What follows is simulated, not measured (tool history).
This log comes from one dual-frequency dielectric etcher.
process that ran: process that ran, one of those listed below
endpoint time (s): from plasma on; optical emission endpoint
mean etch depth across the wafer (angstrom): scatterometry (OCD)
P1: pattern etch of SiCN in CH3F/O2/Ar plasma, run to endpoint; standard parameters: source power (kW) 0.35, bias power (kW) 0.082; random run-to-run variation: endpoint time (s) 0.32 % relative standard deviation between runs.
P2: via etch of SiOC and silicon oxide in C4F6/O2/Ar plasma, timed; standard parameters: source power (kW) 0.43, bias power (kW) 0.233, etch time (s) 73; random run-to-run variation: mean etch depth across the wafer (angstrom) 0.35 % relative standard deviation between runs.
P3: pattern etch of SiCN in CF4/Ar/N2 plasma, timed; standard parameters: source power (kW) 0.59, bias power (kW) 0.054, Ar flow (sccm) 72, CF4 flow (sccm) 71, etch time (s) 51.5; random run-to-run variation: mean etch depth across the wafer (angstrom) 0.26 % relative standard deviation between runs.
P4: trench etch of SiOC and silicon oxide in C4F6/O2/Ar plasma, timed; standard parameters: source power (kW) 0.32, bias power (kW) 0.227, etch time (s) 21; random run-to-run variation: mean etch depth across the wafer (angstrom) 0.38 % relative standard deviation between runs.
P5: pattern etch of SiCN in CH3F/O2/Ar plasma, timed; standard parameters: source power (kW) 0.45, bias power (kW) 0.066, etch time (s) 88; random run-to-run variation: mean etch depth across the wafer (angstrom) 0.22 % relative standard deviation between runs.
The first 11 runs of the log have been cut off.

run,hour,process that ran,source power (kW),bias power (kW),Ar flow (sccm),CF4 flow (sccm),etch time (s),hours since the last wet clean,hours since the last source power generator calibration,hours since the last bias power generator calibration,endpoint time (s),mean etch depth across the wafer (angstrom)
12,117.7,P5,0.34,0.066,,,88,294,34.6,1350.1,,287.95
13,126.1,P4,0.32,0.227,,,29,302.4,43,1358.5,,570.72
14,132.4,P5,0.45,0.045,,,88,308.7,49.3,1364.8,,281.4
15,140.7,P2,0.43,0.233,,,73,317,57.6,1373.1,,889.27
16,147.7,P1,0.35,0.082,,,,324,64.6,1380.1,18.811,
17,160.6,P1,0.24,0.098,,,,336.9,77.5,1393,20.288,
18,173.2,P1,0.35,0.11,,,,349.5,90.1,1405.6,16.897,
19,183.4,P2,0.53,0.233,,,73,359.7,100.3,1415.8,,967.69
20,193.9,P4,0.45,0.227,,,21,370.2,110.8,1426.3,,468.33
21,201.5,P3,0.59,0.054,72,71,51.5,377.8,118.4,1433.9,,516.9
22,213,P5,0.45,0.066,,,112.5,389.3,129.9,1445.4,,407.85
23,222,P2,0.43,0.29,,,73,398.3,138.9,1454.4,,968.04
24,234.2,P3,0.59,0.054,51,71,51.5,410.5,151.1,1466.6,,542.6
25,247,P1,0.35,0.066,,,,423.3,163.9,1479.4,20.369,
26,259.7,P1,0.42,0.082,,,,436,176.6,1492.1,17.498,
27,272.3,P4,0.32,0.227,,,21,448.6,189.2,1504.7,,409.58
28,280.5,P5,0.45,0.066,,,88,456.8,197.4,1512.9,,318.5
29,292.2,P4,0.32,0.227,,,21,468.5,209.1,1524.6,,410.43
30,305.1,P1,0.35,0.082,,,,481.4,222,1537.5,18.895,
31,317.5,P1,0.23,0.082,,,,493.8,234.4,1549.9,22.068,
32,326.4,P3,0.59,0.065,72,71,51.5,502.7,243.3,1558.8,,547.85
33,335.9,P1,0.35,0.082,,,,512.2,252.8,1568.3,18.931,
34,345.7,P1,0.35,0.082,,,,522,262.6,1578.1,18.834,
35,358.6,P1,0.35,0.082,,,,534.9,275.5,1591,18.569,
36,371,P1,0.35,0.082,,,,547.3,287.9,1603.4,18.502,

Run 37 is up next; what results do you expect?
37,381.3,P1,0.35,0.082,,,,557.6,298.2,1613.7,?,

Run 37 gave endpoint time (s) 18.508.
